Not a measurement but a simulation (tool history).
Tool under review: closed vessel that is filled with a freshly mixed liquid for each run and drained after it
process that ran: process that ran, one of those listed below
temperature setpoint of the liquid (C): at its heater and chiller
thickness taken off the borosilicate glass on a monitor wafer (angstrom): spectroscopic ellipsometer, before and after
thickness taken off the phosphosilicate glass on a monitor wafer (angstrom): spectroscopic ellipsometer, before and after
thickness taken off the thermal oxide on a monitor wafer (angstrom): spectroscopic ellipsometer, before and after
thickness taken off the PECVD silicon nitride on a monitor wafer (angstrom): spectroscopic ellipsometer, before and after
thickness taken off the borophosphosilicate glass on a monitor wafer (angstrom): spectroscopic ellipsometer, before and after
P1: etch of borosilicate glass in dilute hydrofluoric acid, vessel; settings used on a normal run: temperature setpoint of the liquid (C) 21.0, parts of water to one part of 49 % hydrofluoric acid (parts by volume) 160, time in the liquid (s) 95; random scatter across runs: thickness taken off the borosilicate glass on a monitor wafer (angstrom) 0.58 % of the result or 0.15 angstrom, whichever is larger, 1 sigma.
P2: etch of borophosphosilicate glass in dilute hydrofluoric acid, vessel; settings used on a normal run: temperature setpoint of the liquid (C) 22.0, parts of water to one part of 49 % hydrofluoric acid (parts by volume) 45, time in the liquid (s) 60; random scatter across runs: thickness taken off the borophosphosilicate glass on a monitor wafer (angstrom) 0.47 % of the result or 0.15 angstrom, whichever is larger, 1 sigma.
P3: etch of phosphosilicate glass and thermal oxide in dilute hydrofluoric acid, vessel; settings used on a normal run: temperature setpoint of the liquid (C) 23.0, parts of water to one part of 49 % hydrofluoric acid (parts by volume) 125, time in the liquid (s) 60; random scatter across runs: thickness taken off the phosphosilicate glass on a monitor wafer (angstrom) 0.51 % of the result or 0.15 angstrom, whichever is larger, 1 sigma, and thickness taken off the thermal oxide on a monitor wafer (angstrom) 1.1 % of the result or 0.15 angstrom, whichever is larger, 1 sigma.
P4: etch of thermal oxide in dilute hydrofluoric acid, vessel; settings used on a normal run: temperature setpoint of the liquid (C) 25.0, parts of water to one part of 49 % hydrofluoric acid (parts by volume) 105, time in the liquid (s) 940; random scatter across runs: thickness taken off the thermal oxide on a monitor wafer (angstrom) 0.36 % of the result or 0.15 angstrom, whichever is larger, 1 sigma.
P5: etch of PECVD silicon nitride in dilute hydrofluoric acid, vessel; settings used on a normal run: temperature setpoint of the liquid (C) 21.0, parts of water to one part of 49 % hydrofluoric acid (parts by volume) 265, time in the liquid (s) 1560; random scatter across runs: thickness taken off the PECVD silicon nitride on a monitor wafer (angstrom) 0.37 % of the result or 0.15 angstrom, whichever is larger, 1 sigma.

run	day	process that ran	temperature setpoint of the liquid (C)	parts of water to one part of 49 % hydrofluoric acid (parts by volume)	time in the liquid (s)	thickness taken off the borosilicate glass on a monitor wafer (angstrom)	thickness taken off the phosphosilicate glass on a monitor wafer (angstrom)	thickness taken off the thermal oxide on a monitor wafer (angstrom)	thickness taken off the PECVD silicon nitride on a monitor wafer (angstrom)	thickness taken off the borophosphosilicate glass on a monitor wafer (angstrom)
1	0.283	P1	21.0	160	95	170.690				
2	0.554	P1	21.0	160	150	266.870				
3	0.775	P3	23.0	125	60		402.92	21.054		
4	0.996	P5	26.0	265	1560				375.03	
5	1.350	P2	22.0	45	60					451.08
6	1.721	P1	21.0	160	95	171.780				
7	2.167	P1	21.0	160	95	171.500				
8	2.425	P4	25.0	25	940			1992.100		
9	2.767	P2	28.0	45	60					572.55
10	3.262	P2	22.0	45	30					222.19
11	3.617	P1	21.0	160	95	168.520				
12	3.962	P1	17.0	160	95	146.800				
13	4.321	P1	21.0	90	95	327.400				
14	4.558	P1	21.0	160	95	170.940				
15	5.058	P1	21.0	160	95	170.950				
16	5.354	P5	21.0	265	1560				277.67	
17	5.588	P2	22.0	45	60					446.99
18	5.821	P3	17.0	125	60		319.50	16.490		
19	6.088	P5	21.0	475	1560				157.00	
20	6.321	P2	22.0	70	60					277.90
21	6.542	P4	25.0	105	1400			632.790		
22	6.842	P3	23.0	70	60		782.60	40.202		
23	7.317	P3	23.0	125	60		405.38	20.952		
24	7.542	P3	23.0	125	30		205.53	10.369		
25	7.779	P4	31.5	105	940			543.850		
26	8.242	P1	21.0	60	35	188.110				
27	8.671	P1	21.0	160	95	169.830				
28	8.950	P1	28.5	160	95	225.670				
29	9.212	P4	25.0	105	940			426.380		
30	9.675	P1	21.0	290	95	82.690				
31	10.179	P1	21.0	160	45	79.753				
32	10.408	P5	21.0	265	1560				276.56	
33	10.658	P5	21.0	265	665				118.26	
34	10.975	P1	21.0	160	95	171.160				
35	11.196	P1	21.0	160	95	173.190				
36	11.654	P1	21.0	160	95	178.020				
37	11.879	P1	21.0	160	95	178.720				
38	12.183	P1	21.0	160	95	179.560				
39	12.433	P1	21.0	160	95	178.850				
40	12.879	P1	21.0	160	95	180.130				
41	13.358	P1	21.0	160	95	180.380				
42	13.750	P1	21.0	160	95	184.380				
43	14.162	P1	21.0	160	95	182.740				
44	14.579	P1	21.0	160	95	182.540				
45	14.975	P1	21.0	160	95	182.980				

Something has made what P1 gives creep away from where it was; the 2 causes below, each at its own stated size, fit the log equally well:
A: liquid hotter than its thermometer reads (K) = 1.73
B: hydrofluoric acid flow above the setpoint (%) = 5.9
The gradual shift began around day 10.975.

Which of the 4 check runs listed below separates the causes, so that each cause would produce a clearly different result? Each run uses one wafer, and its results are marked with question marks.
check 1	15.371	P5	21.0	265	1560				?	
check 2	15.371	P3	23.0	125	60		?	?		
check 3	15.371	P4	25.0	105	940			?		
check 4	15.371	P2	22.0	45	60					?

What each check would give under each cause:
check	result	if A	if B
check 1	thickness taken off the PECVD silicon nitride on a monitor wafer (angstrom)	308.91	292.88
check 2	thickness taken off the phosphosilicate glass on a monitor wafer (angstrom)	434.46	433.59
check 2	thickness taken off the thermal oxide on a monitor wafer (angstrom)	22.405	22.359
check 3	thickness taken off the thermal oxide on a monitor wafer (angstrom)	454.380	453.270
check 4	thickness taken off the borophosphosilicate glass on a monitor wafer (angstrom)	480.46	474.95
Gap, in per cent, between the two causes that each check separates least, read from the result that separates them most: check 1 5.33 %; check 2 0.2 %; check 3 0.25 %; check 4 1.15 %
The causes can be told apart only by check 1. The other checks would give nearly the same results under each of them.

The results of check 1 are: thickness taken off the PECVD silicon nitride on a monitor wafer (angstrom) 295.04. Based on these, which of the listed causes is it?

The cause is B: hydrofluoric acid flow above the setpoint (%).
